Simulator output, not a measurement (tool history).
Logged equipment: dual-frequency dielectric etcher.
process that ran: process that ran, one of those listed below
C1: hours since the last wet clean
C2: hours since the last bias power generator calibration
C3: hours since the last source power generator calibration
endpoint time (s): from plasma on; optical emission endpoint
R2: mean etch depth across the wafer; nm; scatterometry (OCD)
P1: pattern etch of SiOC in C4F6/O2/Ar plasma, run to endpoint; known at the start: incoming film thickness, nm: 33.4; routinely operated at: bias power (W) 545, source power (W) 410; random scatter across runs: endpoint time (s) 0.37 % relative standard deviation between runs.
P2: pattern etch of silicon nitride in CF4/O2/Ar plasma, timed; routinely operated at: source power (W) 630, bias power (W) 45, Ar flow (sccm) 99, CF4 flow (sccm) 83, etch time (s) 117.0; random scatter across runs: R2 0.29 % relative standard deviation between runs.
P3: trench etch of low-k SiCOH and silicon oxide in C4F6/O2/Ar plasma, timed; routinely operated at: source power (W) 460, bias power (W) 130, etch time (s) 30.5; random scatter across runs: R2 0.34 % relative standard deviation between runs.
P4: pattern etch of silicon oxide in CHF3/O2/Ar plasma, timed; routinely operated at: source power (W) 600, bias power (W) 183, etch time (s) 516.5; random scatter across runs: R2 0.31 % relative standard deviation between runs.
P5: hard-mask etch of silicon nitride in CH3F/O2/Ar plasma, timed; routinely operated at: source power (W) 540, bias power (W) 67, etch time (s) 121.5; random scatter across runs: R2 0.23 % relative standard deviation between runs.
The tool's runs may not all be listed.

run 1 day=0.154 | process_that_ran=P1 bias_power_(W)=545 source_power_(W)=410 | C1=116.1 C2=739.7 C3=503.8 | endpoint_time_(s)=10.8930
run 2 day=0.258 | process_that_ran=P2 bias_power_(W)=45 source_power_(W)=630 Ar_flow_(sccm)=99 CF4_flow_(sccm)=83 etch_time_(s)=117.0 | C1=118.6 C2=742.2 C3=506.3 | R2=252.540
run 3 day=0.429 | process_that_ran=P1 bias_power_(W)=640 source_power_(W)=490 | C1=122.7 C2=746.3 C3=510.4 | endpoint_time_(s)=9.5736
run 4 day=0.600 | process_that_ran=P4 bias_power_(W)=183 source_power_(W)=600 etch_time_(s)=744.5 | C1=126.8 C2=750.4 C3=514.5 | R2=1470.000
run 5 day=0.758 | process_that_ran=P2 bias_power_(W)=45 source_power_(W)=630 Ar_flow_(sccm)=99 CF4_flow_(sccm)=83 etch_time_(s)=117.0 | C1=130.6 C2=754.2 C3=518.3 | R2=251.520
run 6 day=0.871 | process_that_ran=P5 bias_power_(W)=67 source_power_(W)=680 etch_time_(s)=121.5 | C1=133.3 C2=756.9 C3=521.0 | R2=101.030
run 7 day=0.992 | process_that_ran=P1 bias_power_(W)=344 source_power_(W)=410 | C1=136.2 C2=759.8 C3=523.9 | endpoint_time_(s)=12.8720
run 8 day=1.125 | process_that_ran=P1 bias_power_(W)=545 source_power_(W)=410 | C1=139.4 C2=763.0 C3=527.1 | endpoint_time_(s)=10.8340
run 9 day=1.308 | process_that_ran=P2 bias_power_(W)=45 source_power_(W)=630 Ar_flow_(sccm)=99 CF4_flow_(sccm)=110 etch_time_(s)=117.0 | C1=143.8 C2=767.4 C3=531.5 | R2=261.230
run 10 day=1.429 | process_that_ran=P4 bias_power_(W)=183 source_power_(W)=830 etch_time_(s)=516.5 | C1=146.7 C2=770.3 C3=534.4 | R2=1152.300
run 11 day=1.525 | process_that_ran=P1 bias_power_(W)=545 source_power_(W)=410 | C1=149.0 C2=772.6 C3=536.7 | endpoint_time_(s)=10.8790
run 12 day=1.708 | process_that_ran=P4 bias_power_(W)=252 source_power_(W)=600 etch_time_(s)=516.5 | C1=153.4 C2=777.0 C3=541.1 | R2=1135.200
run 13 day=1.875 | process_that_ran=P2 bias_power_(W)=31 source_power_(W)=630 Ar_flow_(sccm)=99 CF4_flow_(sccm)=83 etch_time_(s)=117.0 | C1=157.4 C2=781.0 C3=545.1 | R2=221.910
run 14 day=2.046 | process_that_ran=P3 bias_power_(W)=130 source_power_(W)=460 etch_time_(s)=30.5 | C1=161.5 C2=785.1 C3=549.2 | R2=90.880
run 15 day=2.221 | process_that_ran=P2 bias_power_(W)=45 source_power_(W)=630 Ar_flow_(sccm)=99 CF4_flow_(sccm)=83 etch_time_(s)=64.5 | C1=165.7 C2=789.3 C3=553.4 | R2=139.370
run 16 day=2.358 | process_that_ran=P3 bias_power_(W)=130 source_power_(W)=650 etch_time_(s)=30.5 | C1=169.0 C2=792.6 C3=556.7 | R2=104.950
run 17 day=2.471 | process_that_ran=P5 bias_power_(W)=67 source_power_(W)=540 etch_time_(s)=91.5 | C1=171.7 C2=795.3 C3=559.4 | R2=69.929
run 18 day=2.650 | process_that_ran=P2 bias_power_(W)=45 source_power_(W)=760 Ar_flow_(sccm)=99 CF4_flow_(sccm)=83 etch_time_(s)=117.0 | C1=176.0 C2=799.6 C3=563.7 | R2=296.180
run 19 day=2.742 | process_that_ran=P5 bias_power_(W)=90 source_power_(W)=540 etch_time_(s)=121.5 | C1=178.2 C2=801.8 C3=565.9 | R2=101.760
run 20 day=2.867 | process_that_ran=P1 bias_power_(W)=545 source_power_(W)=490 | C1=181.2 C2=804.8 C3=568.9 | endpoint_time_(s)=10.1720
run 21 day=3.033 | process_that_ran=P1 bias_power_(W)=685 source_power_(W)=330 | C1=185.2 C2=808.8 C3=572.9 | endpoint_time_(s)=10.7480
run 22 day=3.217 | process_that_ran=P1 bias_power_(W)=545 source_power_(W)=250 | C1=189.6 C2=813.2 C3=577.3 | endpoint_time_(s)=13.0740
run 23 day=3.388 | process_that_ran=P4 bias_power_(W)=183 source_power_(W)=600 etch_time_(s)=516.5 | C1=193.7 C2=817.3 C3=581.4 | R2=1015.600
run 24 day=3.525 | process_that_ran=P1 bias_power_(W)=425 source_power_(W)=270 | C1=197.0 C2=820.6 C3=584.7 | endpoint_time_(s)=13.9920
run 25 day=3.675 | process_that_ran=P2 bias_power_(W)=45 source_power_(W)=630 Ar_flow_(sccm)=131 CF4_flow_(sccm)=83 etch_time_(s)=117.0 | C1=200.6 C2=824.2 C3=588.3 | R2=241.590
run 26 day=3.850 | process_that_ran=P3 bias_power_(W)=130 source_power_(W)=460 etch_time_(s)=17.0 | C1=204.8 C2=828.4 C3=592.5 | R2=50.687
run 27 day=3.958 | process_that_ran=P1 bias_power_(W)=545 source_power_(W)=410 | C1=207.4 C2=831.0 C3=595.1 | endpoint_time_(s)=10.8730
run 28 day=4.100 | process_that_ran=P3 bias_power_(W)=94 source_power_(W)=460 etch_time_(s)=30.5 | C1=210.8 C2=834.4 C3=598.5 | R2=82.612
run 29 day=4.212 | process_that_ran=P1 bias_power_(W)=673 source_power_(W)=410 | C1=213.5 C2=837.1 C3=601.2 | endpoint_time_(s)=10.0420
run 30 day=4.350 | process_that_ran=P5 bias_power_(W)=67 source_power_(W)=540 etch_time_(s)=121.5 | C1=216.8 C2=840.4 C3=604.5 | R2=92.734
run 31 day=4.538 | process_that_ran=P1 bias_power_(W)=545 source_power_(W)=410 | C1=221.3 C2=844.9 C3=609.0 | endpoint_time_(s)=10.8940
run 32 day=4.692 | process_that_ran=P1 bias_power_(W)=545 source_power_(W)=410 | C1=225.0 C2=848.6 C3=612.7 | endpoint_time_(s)=11.0290
run 33 day=4.817 | process_that_ran=P1 bias_power_(W)=545 source_power_(W)=410 | C1=228.0 C2=851.6 C3=615.7 | endpoint_time_(s)=11.0970
run 34 day=4.950 | process_that_ran=P1 bias_power_(W)=545 source_power_(W)=410 | C1=231.2 C2=854.8 C3=618.9 | endpoint_time_(s)=10.9910
-- day=4.975 wet clean of the chamber
run 35 day=5.117 | process_that_ran=P1 bias_power_(W)=545 source_power_(W)=410 | C1=3.4 C2=858.8 C3=622.9 | endpoint_time_(s)=11.1060
run 36 day=5.221 | process_that_ran=P1 bias_power_(W)=545 source_power_(W)=410 | C1=5.9 C2=861.3 C3=625.4 | endpoint_time_(s)=11.1190
run 37 day=5.325 | process_that_ran=P1 bias_power_(W)=545 source_power_(W)=410 | C1=8.4 C2=863.8 C3=627.9 | endpoint_time_(s)=11.1200
run 38 day=5.412 | process_that_ran=P1 bias_power_(W)=545 source_power_(W)=410 | C1=10.5 C2=865.9 C3=630.0 | endpoint_time_(s)=10.9850
run 39 day=5.529 | process_that_ran=P1 bias_power_(W)=545 source_power_(W)=410 | C1=13.3 C2=868.7 C3=632.8 | endpoint_time_(s)=11.1300
run 40 day=5.638 | process_that_ran=P1 bias_power_(W)=545 source_power_(W)=410 | C1=15.9 C2=871.3 C3=635.4 | endpoint_time_(s)=11.0550
run 41 day=5.762 | process_that_ran=P1 bias_power_(W)=545 source_power_(W)=410 | C1=18.9 C2=874.3 C3=638.4 | endpoint_time_(s)=11.1770

P1 has crept away from where it was. The log is fitted equally well by each of these 2 causes, at the sizes shown:
A: source power that arrives under what is set, % = 4.92
B: bias power that arrives under what is set, % = 4.81
The creep began at about day 4.538.
The rest of the possible causes, and what rules out each one:
chamber walls in a state that lowers the etch rate, %: work on it at day 4.975, done after the drift set in, did not restore what the process gave before

Of the 4 check runs listed below, each run on one wafer and each result written as a question mark, which would let you distinguish the listed causes because they would give clearly different results?
run check 1 day=5.888 | process_that_ran=P3 bias_power_(W)=130 source_power_(W)=590 etch_time_(s)=17.0 | R2=?
run check 2 day=5.888 | process_that_ran=P5 bias_power_(W)=67 source_power_(W)=630 etch_time_(s)=121.5 | R2=?
run check 3 day=5.888 | process_that_ran=P2 bias_power_(W)=35 source_power_(W)=630 Ar_flow_(sccm)=99 CF4_flow_(sccm)=83 etch_time_(s)=117.0 | R2=?
run check 4 day=5.888 | process_that_ran=P4 bias_power_(W)=183 source_power_(W)=800 etch_time_(s)=622.5 | R2=?

Check results expected under each cause:
check=check_1 result=R2 if_A=54.858 if_B=55.209
check=check_2 result=R2 if_A=96.406 if_B=96.746
check=check_3 result=R2 if_A=220.430 if_B=226.560
check=check_4 result=R2 if_A=1345.800 if_B=1350.100
Separation of the two closest causes in each check, using whichever result separates them best: check 1 0.64 %; check 2 0.35 %; check 3 2.74 %; check 4 0.32 %
Check 3 distinguishes between the causes, while the remaining checks would return nearly the same result for all of them.

Then check 3 was run and gave: R2 226.280 nm. Which cause is it?

It is B: bias power that arrives under what is set, %.
